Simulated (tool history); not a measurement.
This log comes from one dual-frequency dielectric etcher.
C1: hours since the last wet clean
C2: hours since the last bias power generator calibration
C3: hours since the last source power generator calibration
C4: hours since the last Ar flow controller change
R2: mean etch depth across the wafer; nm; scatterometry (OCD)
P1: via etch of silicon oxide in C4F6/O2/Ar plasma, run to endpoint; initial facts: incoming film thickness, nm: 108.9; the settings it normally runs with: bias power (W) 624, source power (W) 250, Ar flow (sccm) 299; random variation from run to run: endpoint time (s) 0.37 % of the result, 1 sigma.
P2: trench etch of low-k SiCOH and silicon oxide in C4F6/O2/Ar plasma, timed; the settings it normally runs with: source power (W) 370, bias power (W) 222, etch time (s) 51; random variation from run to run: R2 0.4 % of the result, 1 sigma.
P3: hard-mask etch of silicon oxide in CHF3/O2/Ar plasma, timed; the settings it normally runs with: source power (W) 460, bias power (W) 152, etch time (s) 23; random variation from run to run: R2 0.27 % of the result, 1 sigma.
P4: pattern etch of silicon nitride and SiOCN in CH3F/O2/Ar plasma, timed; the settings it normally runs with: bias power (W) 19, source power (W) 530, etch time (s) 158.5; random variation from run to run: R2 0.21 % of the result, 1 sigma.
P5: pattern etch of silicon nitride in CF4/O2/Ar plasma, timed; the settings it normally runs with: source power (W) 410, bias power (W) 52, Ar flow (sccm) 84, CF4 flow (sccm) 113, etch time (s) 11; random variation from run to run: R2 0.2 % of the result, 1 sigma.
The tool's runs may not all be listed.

{"run": 1, "hour": 3.2, "process that ran": "P1", "bias power (W)": 624, "source power (W)": 250, "Ar flow (sccm)": 299, "C1": 476.5, "C2": 453.9, "C3": 1911.3, "C4": 209.5, "endpoint time (s)": 25.891}
{"run": 2, "hour": 5.9, "process that ran": "P1", "bias power (W)": 624, "source power (W)": 250, "Ar flow (sccm)": 299, "C1": 479.2, "C2": 456.6, "C3": 1914, "C4": 212.2, "endpoint time (s)": 25.925}
{"run": 3, "hour": 10.2, "process that ran": "P3", "bias power (W)": 152, "source power (W)": 460, "etch time (s)": 23, "C1": 483.5, "C2": 460.9, "C3": 1918.3, "C4": 216.5, "R2": 39.167}
{"run": 4, "hour": 13.0, "process that ran": "P1", "bias power (W)": 833, "source power (W)": 250, "Ar flow (sccm)": 299, "C1": 486.3, "C2": 463.7, "C3": 1921.1, "C4": 219.3, "endpoint time (s)": 23.068}
{"run": 5, "hour": 17.2, "process that ran": "P4", "bias power (W)": 19, "source power (W)": 390, "etch time (s)": 158.5, "C1": 490.5, "C2": 467.9, "C3": 1925.3, "C4": 223.5, "R2": 19.531}
{"run": 6, "hour": 22.3, "process that ran": "P5", "bias power (W)": 52, "source power (W)": 410, "Ar flow (sccm)": 84, "etch time (s)": 11, "CF4 flow (sccm)": 113, "C1": 495.6, "C2": 473, "C3": 1930.4, "C4": 228.6, "R2": 18.839}
{"run": 7, "hour": 26.8, "process that ran": "P4", "bias power (W)": 19, "source power (W)": 530, "etch time (s)": 158.5, "C1": 500.1, "C2": 477.5, "C3": 1934.9, "C4": 233.1, "R2": 21.91}
{"run": 8, "hour": 29.3, "process that ran": "P5", "bias power (W)": 32, "source power (W)": 410, "Ar flow (sccm)": 84, "etch time (s)": 11, "CF4 flow (sccm)": 113, "C1": 502.6, "C2": 480, "C3": 1937.4, "C4": 235.6, "R2": 15.908}
{"run": 9, "hour": 33.0, "process that ran": "P5", "bias power (W)": 52, "source power (W)": 410, "Ar flow (sccm)": 114, "etch time (s)": 11, "CF4 flow (sccm)": 113, "C1": 506.3, "C2": 483.7, "C3": 1941.1, "C4": 239.3, "R2": 18.182}
{"run": 10, "hour": 37.0, "process that ran": "P1", "bias power (W)": 624, "source power (W)": 200, "Ar flow (sccm)": 299, "C1": 510.3, "C2": 487.7, "C3": 1945.1, "C4": 243.3, "endpoint time (s)": 28.126}
{"run": 11, "hour": 41.9, "process that ran": "P5", "bias power (W)": 52, "source power (W)": 410, "Ar flow (sccm)": 84, "etch time (s)": 11, "CF4 flow (sccm)": 150, "C1": 515.2, "C2": 492.6, "C3": 1950, "C4": 248.2, "R2": 19.432}
{"run": 12, "hour": 44.8, "process that ran": "P1", "bias power (W)": 624, "source power (W)": 250, "Ar flow (sccm)": 299, "C1": 518.1, "C2": 495.5, "C3": 1952.9, "C4": 251.1, "endpoint time (s)": 25.886}
{"run": 13, "hour": 48.6, "process that ran": "P2", "bias power (W)": 283, "source power (W)": 370, "etch time (s)": 51, "C1": 521.9, "C2": 499.3, "C3": 1956.7, "C4": 254.9, "R2": 182.42}
{"run": 14, "hour": 53.8, "process that ran": "P1", "bias power (W)": 624, "source power (W)": 250, "Ar flow (sccm)": 385, "C1": 527.1, "C2": 504.5, "C3": 1961.9, "C4": 260.1, "endpoint time (s)": 26.498}
{"run": 15, "hour": 57.7, "process that ran": "P1", "bias power (W)": 624, "source power (W)": 250, "Ar flow (sccm)": 229, "C1": 531, "C2": 508.4, "C3": 1965.8, "C4": 264, "endpoint time (s)": 25.183}
{"run": 16, "hour": 62.6, "process that ran": "P3", "bias power (W)": 103, "source power (W)": 460, "etch time (s)": 23, "C1": 535.9, "C2": 513.3, "C3": 1970.7, "C4": 268.9, "R2": 34.543}
{"run": 17, "hour": 65.1, "process that ran": "P4", "bias power (W)": 19, "source power (W)": 530, "etch time (s)": 112.5, "C1": 538.4, "C2": 515.8, "C3": 1973.2, "C4": 271.4, "R2": 15.484}
{"run": 18, "hour": 69.0, "process that ran": "P1", "bias power (W)": 624, "source power (W)": 250, "Ar flow (sccm)": 299, "C1": 542.3, "C2": 519.7, "C3": 1977.1, "C4": 275.3, "endpoint time (s)": 25.773}
{"run": 19, "hour": 73.2, "process that ran": "P1", "bias power (W)": 624, "source power (W)": 340, "Ar flow (sccm)": 299, "C1": 546.5, "C2": 523.9, "C3": 1981.3, "C4": 279.5, "endpoint time (s)": 23.22}
{"run": 20, "hour": 75.4, "process that ran": "P1", "bias power (W)": 624, "source power (W)": 250, "Ar flow (sccm)": 299, "C1": 548.7, "C2": 526.1, "C3": 1983.5, "C4": 281.7, "endpoint time (s)": 25.881}
{"run": 21, "hour": 79.7, "process that ran": "P2", "bias power (W)": 222, "source power (W)": 370, "etch time (s)": 75, "C1": 553, "C2": 530.4, "C3": 1987.8, "C4": 286, "R2": 246.54}
{"run": 22, "hour": 84.1, "process that ran": "P2", "bias power (W)": 222, "source power (W)": 370, "etch time (s)": 51, "C1": 557.4, "C2": 534.8, "C3": 1992.2, "C4": 290.4, "R2": 169.48}
{"run": 23, "hour": 88.7, "process that ran": "P3", "bias power (W)": 152, "source power (W)": 460, "etch time (s)": 13.5, "C1": 562, "C2": 539.4, "C3": 1996.8, "C4": 295, "R2": 22.987}
{"run": 24, "hour": 92.8, "process that ran": "P4", "bias power (W)": 27, "source power (W)": 530, "etch time (s)": 158.5, "C1": 566.1, "C2": 543.5, "C3": 2000.9, "C4": 299.1, "R2": 25.497}
{"run": 25, "hour": 95.4, "process that ran": "P5", "bias power (W)": 52, "source power (W)": 410, "Ar flow (sccm)": 84, "etch time (s)": 11, "CF4 flow (sccm)": 113, "C1": 568.7, "C2": 546.1, "C3": 2003.5, "C4": 301.7, "R2": 18.864}
{"run": 26, "hour": 100.7, "process that ran": "P5", "bias power (W)": 52, "source power (W)": 330, "Ar flow (sccm)": 84, "etch time (s)": 11, "CF4 flow (sccm)": 113, "C1": 574, "C2": 551.4, "C3": 2008.8, "C4": 307, "R2": 15.641}
{"run": 27, "hour": 104.4, "process that ran": "P5", "bias power (W)": 52, "source power (W)": 410, "Ar flow (sccm)": 84, "etch time (s)": 17, "CF4 flow (sccm)": 113, "C1": 577.7, "C2": 555.1, "C3": 2012.5, "C4": 310.7, "R2": 29.092}
{"run": 28, "hour": 107.2, "process that ran": "P1", "bias power (W)": 436, "source power (W)": 250, "Ar flow (sccm)": 299, "C1": 580.5, "C2": 557.9, "C3": 2015.3, "C4": 313.5, "endpoint time (s)": 29.81}
{"run": 29, "hour": 110.5, "process that ran": "P4", "bias power (W)": 19, "source power (W)": 530, "etch time (s)": 158.5, "C1": 583.8, "C2": 561.2, "C3": 2018.6, "C4": 316.8, "R2": 21.729}
{"run": 30, "hour": 115.0, "process that ran": "P3", "bias power (W)": 152, "source power (W)": 610, "etch time (s)": 23, "C1": 588.3, "C2": 565.7, "C3": 2023.1, "C4": 321.3, "R2": 43.6}
{"run": 31, "hour": 119.7, "process that ran": "P1", "bias power (W)": 624, "source power (W)": 250, "Ar flow (sccm)": 299, "C1": 593, "C2": 570.4, "C3": 2027.8, "C4": 326, "endpoint time (s)": 25.88}
{"run": 32, "hour": 125.0, "process that ran": "P1", "bias power (W)": 817, "source power (W)": 250, "Ar flow (sccm)": 225, "C1": 598.3, "C2": 575.7, "C3": 2033.1, "C4": 331.3, "endpoint time (s)": 22.486}
{"run": 33, "hour": 130.1, "process that ran": "P3", "bias power (W)": 152, "source power (W)": 460, "etch time (s)": 23, "C1": 603.4, "C2": 580.8, "C3": 2038.2, "C4": 336.4, "R2": 38.916}
{"run": 34, "hour": 135.0, "process that ran": "P2", "bias power (W)": 222, "source power (W)": 460, "etch time (s)": 51, "C1": 608.3, "C2": 585.7, "C3": 2043.1, "C4": 341.3, "R2": 182.18}
{"run": 35, "hour": 139.5, "process that ran": "P1", "bias power (W)": 624, "source power (W)": 250, "Ar flow (sccm)": 299, "C1": 612.8, "C2": 590.2, "C3": 2047.6, "C4": 345.8, "endpoint time (s)": 25.672}
{"run": 36, "hour": 144.6, "process that ran": "P1", "bias power (W)": 624, "source power (W)": 250, "Ar flow (sccm)": 299, "C1": 617.9, "C2": 595.3, "C3": 2052.7, "C4": 350.9, "endpoint time (s)": 26.121}
{"run": 37, "hour": 146.9, "process that ran": "P1", "bias power (W)": 624, "source power (W)": 250, "Ar flow (sccm)": 299, "C1": 620.2, "C2": 597.6, "C3": 2055, "C4": 353.2, "endpoint time (s)": 26.255}
{"run": 38, "hour": 151.7, "process that ran": "P1", "bias power (W)": 624, "source power (W)": 250, "Ar flow (sccm)": 299, "C1": 625, "C2": 602.4, "C3": 2059.8, "C4": 358, "endpoint time (s)": 26.332}
{"hour": 152.7, "done": "wet clean of the chamber"}
{"run": 39, "hour": 155.4, "process that ran": "P1", "bias power (W)": 624, "source power (W)": 250, "Ar flow (sccm)": 299, "C1": 2.8, "C2": 606.1, "C3": 2063.5, "C4": 361.7, "endpoint time (s)": 26.276}
{"run": 40, "hour": 159.4, "process that ran": "P1", "bias power (W)": 624, "source power (W)": 250, "Ar flow (sccm)": 299, "C1": 6.8, "C2": 610.1, "C3": 2067.5, "C4": 365.7, "endpoint time (s)": 26.308}
{"run": 41, "hour": 164.4, "process that ran": "P1", "bias power (W)": 624, "source power (W)": 250, "Ar flow (sccm)": 299, "C1": 11.8, "C2": 615.1, "C3": 2072.5, "C4": 370.7, "endpoint time (s)": 26.47}

P1 has crept away from where it was. The log is fitted equally well by each of these 2 causes, at the sizes shown:
A: bias power that arrives under what is set, % = 4.58
B: source power that arrives under what is set, % = 4.95
At approximately hour 139.5, the process output began to creep.
All other causes, with the reason each is excluded:
chamber walls in a state that lowers the etch rate, %: serviced at hour 152.7, which brought nothing back
Ar flow that arrives over what is set, %: 8 at the very most, moving endpoint time (s) by +0.9 %, which is either too weak or the wrong sign

Listed below are the offered check runs, one wafer per run, with question marks in place of results. For which of them would the causes give clearly different outcomes?
{"run": "check 1", "hour": 169.4, "process that ran": "P5", "bias power (W)": 52, "source power (W)": 410, "Ar flow (sccm)": 99, "etch time (s)": 11, "CF4 flow (sccm)": 113, "R2": "?"}
{"run": "check 2", "hour": 169.4, "process that ran": "P2", "bias power (W)": 255, "source power (W)": 370, "etch time (s)": 74.5, "R2": "?"}
{"run": "check 3", "hour": 169.4, "process that ran": "P4", "bias power (W)": 19, "source power (W)": 390, "etch time (s)": 158.5, "R2": "?"}
{"run": "check 4", "hour": 169.4, "process that ran": "P3", "bias power (W)": 152, "source power (W)": 550, "etch time (s)": 23, "R2": "?"}

What each check would give under each cause:
check=check_1 result=R2 if_A=18.199 if_B=17.721
check=check_2 result=R2 if_A=253.71 if_B=252.84
check=check_3 result=R2 if_A=19.186 if_B=19.231
check=check_4 result=R2 if_A=41.212 if_B=41.034
Gap, in per cent, between the two causes that each check separates least, read from the result that separates them most: check 1 2.66 %; check 2 0.34 %; check 3 0.23 %; check 4 0.43 %
Only in check 1 would the causes give clearly different results; in the remaining checks their results would be nearly the same.

The results of check 1 are: R2 18.192 nm. Based on these, which of the listed causes is it?

The cause is A: bias power that arrives under what is set, %.

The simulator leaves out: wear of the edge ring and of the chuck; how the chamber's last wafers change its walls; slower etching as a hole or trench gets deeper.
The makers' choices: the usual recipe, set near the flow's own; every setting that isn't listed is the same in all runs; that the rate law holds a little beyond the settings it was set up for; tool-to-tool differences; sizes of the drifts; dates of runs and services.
